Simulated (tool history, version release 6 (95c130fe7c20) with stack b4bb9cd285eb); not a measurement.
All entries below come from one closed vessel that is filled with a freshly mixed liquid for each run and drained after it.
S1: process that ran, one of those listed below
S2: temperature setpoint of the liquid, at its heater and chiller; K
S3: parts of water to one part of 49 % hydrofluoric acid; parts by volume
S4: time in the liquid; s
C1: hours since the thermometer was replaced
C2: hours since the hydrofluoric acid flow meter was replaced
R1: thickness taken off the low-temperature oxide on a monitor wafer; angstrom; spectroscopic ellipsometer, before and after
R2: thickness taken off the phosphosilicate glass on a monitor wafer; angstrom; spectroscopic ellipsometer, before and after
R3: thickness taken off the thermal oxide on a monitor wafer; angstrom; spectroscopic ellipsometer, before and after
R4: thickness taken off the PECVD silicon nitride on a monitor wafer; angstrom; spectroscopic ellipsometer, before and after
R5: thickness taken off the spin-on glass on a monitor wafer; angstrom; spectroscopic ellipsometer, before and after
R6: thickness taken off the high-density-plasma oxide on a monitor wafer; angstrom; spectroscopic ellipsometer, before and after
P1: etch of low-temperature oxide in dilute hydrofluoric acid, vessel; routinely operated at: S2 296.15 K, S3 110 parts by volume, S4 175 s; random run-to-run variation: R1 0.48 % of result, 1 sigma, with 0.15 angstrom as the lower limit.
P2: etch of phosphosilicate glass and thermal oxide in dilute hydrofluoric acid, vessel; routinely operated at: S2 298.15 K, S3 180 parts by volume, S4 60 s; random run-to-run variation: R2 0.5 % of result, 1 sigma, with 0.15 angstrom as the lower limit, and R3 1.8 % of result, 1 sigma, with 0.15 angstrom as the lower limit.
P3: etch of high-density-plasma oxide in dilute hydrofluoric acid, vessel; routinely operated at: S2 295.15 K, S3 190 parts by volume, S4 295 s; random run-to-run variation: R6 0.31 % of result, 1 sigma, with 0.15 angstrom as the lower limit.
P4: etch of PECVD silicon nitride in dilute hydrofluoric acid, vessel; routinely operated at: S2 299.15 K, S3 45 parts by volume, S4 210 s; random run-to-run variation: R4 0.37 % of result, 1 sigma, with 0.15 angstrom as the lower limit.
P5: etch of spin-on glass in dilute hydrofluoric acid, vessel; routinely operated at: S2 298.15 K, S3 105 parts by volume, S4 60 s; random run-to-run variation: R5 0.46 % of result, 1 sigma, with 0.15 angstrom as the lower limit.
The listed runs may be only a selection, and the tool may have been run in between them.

run    day  S1      S2   S3   S4     C1      C2      R1      R2      R3      R4      R5      R6
  1  0.154  P1  296.15  110  175    883  1240.4  545.45
  2  0.271  P1  296.15  155  175  885.8  1243.2  363.25
  3  0.425  P2  298.15   35   60  889.5  1246.9          4009.5  90.413
  4  0.508  P4  307.15   45  210  891.5  1248.9                          500.27
  5  0.654  P2  298.15  180  100    895  1252.4          1088.5  25.088
  6  0.771  P5  304.65  105   60  897.8  1255.2                                  234.06
  7   0.85  P5  298.15  105   60  899.7  1257.1                                  182.67
  8  0.942  P3  295.15  190  295  901.9  1259.3                                           94.97
  9  1.108  P5  298.15  105   30  905.9  1263.3                                  92.509
 10  1.275  P2  298.15  180   60  909.9  1267.3          654.35  15.284
 11  1.354  P4  299.15   45  110  911.8  1269.2                          156.76
 12  1.529  P1  296.15  110  175    916  1273.4  543.32
 13  1.688  P3  295.15  190   80  919.8  1277.2                                          25.842
 14  1.858  P1  296.15  110   90  923.9  1281.3  279.46
 15  1.992  P5  298.15   25   60  927.1  1284.5                                  857.28
 16  2.125  P1  291.15  110  175  930.3  1287.7  445.04
 17  2.254  P4  299.15   20  210  933.4  1290.8                          654.99
 18  2.354  P1  296.15  110  175  935.8  1293.2  540.06
 19  2.438  P1  296.15  110  340  937.8  1295.2    1051
 20   2.55  P1  296.15  110  175  940.5  1297.9  542.44
 21  2.683  P1  296.15  110  175  943.7  1301.1  545.06
 22  2.792  P5  298.15  105   60  946.3  1303.7                                  181.15

Predict the results of run 23:
 23  2.879  P1  302.15  110  175  948.4  1305.8   ?

R1: 683.07 angstrom
